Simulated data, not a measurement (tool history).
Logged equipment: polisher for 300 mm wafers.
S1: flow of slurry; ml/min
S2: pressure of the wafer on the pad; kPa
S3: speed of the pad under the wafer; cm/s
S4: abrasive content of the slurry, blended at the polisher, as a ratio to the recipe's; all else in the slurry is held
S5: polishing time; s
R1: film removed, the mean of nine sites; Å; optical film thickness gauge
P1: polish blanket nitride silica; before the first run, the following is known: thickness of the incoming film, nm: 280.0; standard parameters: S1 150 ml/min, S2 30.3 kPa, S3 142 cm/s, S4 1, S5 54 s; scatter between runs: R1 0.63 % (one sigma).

run	hour	S1	S2	S3	S4	S5	R1
1	8	150	30.3	142	1	54	522.49
2	18.5	150	30.3	142	1	54	524.23
3	29.4	150	30.3	142	1	54	521.12
4	38.7	150	30.3	142	1	54	524.51
5	48.8	150	30.3	96	1	54	382.49
6	58.8	150	30.3	142	1	83	810.1
7	66.3	150	14.5	142	1	54	252.31
8	78.6	90	30.3	142	1	54	469.52
9	88.4	150	30.3	142	0.55	70	497.39
10	99.3	150	30.3	142	0.65	54	421.05
11	110	205	30.3	142	1	54	548.57
12	119	150	30.3	142	1	34	325.6
13	131.2	150	30.3	90	1	74	495.31
14	142.1	150	30.3	142	1	54	527.17
15	151.4	150	42.1	142	1	54	727.99
# hour 159.9: conditioning disc replaced and pad reconditioned
16	162.2	150	30.3	142	1.25	54	579.85
17	175.1	150	30.3	142	1	54	531.35
18	186.1	150	30.3	204	1	54	699.86
19	197	150	30.3	142	1	54	530.11
20	207.9	150	30.3	142	1	54	521.48
21	214.7	150	30.3	142	1	54	517.45
22	226.6	150	30.3	142	1	54	504.25
23	232.3	150	30.3	142	1	54	507.2
24	243.6	150	30.3	142	1	54	496.17
# hour 247.2: head pressure recalibrated
# hour 251.1: conditioning disc replaced and pad reconditioned
25	256.2	150	30.3	142	1	54	491.18
26	263.7	150	30.3	142	1	54	492.49
27	274.6	150	30.3	142	1	54	485.97
# hour 280.5: worn pad replaced by a new one
28	283.3	150	30.3	142	1	54	481.59
29	296	150	30.3	142	1	54	481.11
30	305.3	150	30.3	142	1	54	481.38
31	317.7	150	30.3	142	1	54	477.63

What P1 gives has crept off from where it sat before. The 2 causes that follow fit the log equally well, each at the size noted:
A: slurry flow missing at the pad, % = 35.1
B: abrasive missing from the slurry, % = 17.4
At approximately hour 207.9, the process output began to creep.
Other possible causes, and why each is ruled out:
removal rate lost through wear of the pad, %: maintenance at hour 280.5, after the shift began, did not return the process to its former output
head's pressure below its setpoint, %: maintenance at hour 247.2, after the shift began, did not return the process to its former output
time polished since the conditioner stopped cutting, s: maintenance at hour 251.1, after the shift began, did not return the process to its former output

The list below offers 4 check runs, each averaging the results of 2 wafers, and shows each result as a question mark. For which of them would the listed causes give clearly different results?
check 1	330.1	150	30.3	204	1	54	?
check 2	330.1	90	30.3	142	0.75	54	?
check 3	330.1	150	41.4	184	1	54	?
check 4	330.1	150	30.3	142	0.8	54	?

What each check would give under each cause:
check	result	if A	if B
check 1	R1	639.84	640.05
check 2	R1	352.97	366.63
check 3	R1	803.38	803.64
check 4	R1	429.99	425.58
How far apart the two closest causes lie, in the result that separates them most: check 1 0.03 %; check 2 3.8 %; check 3 0.03 %; check 4 1.03 %
The causes can be told apart only by check 2. The other checks would give nearly the same results under each of them.

The results of check 2 are: R1 354.45 Å. Based on these, which of the listed causes is it?

A is the cause: slurry flow missing at the pad, %.

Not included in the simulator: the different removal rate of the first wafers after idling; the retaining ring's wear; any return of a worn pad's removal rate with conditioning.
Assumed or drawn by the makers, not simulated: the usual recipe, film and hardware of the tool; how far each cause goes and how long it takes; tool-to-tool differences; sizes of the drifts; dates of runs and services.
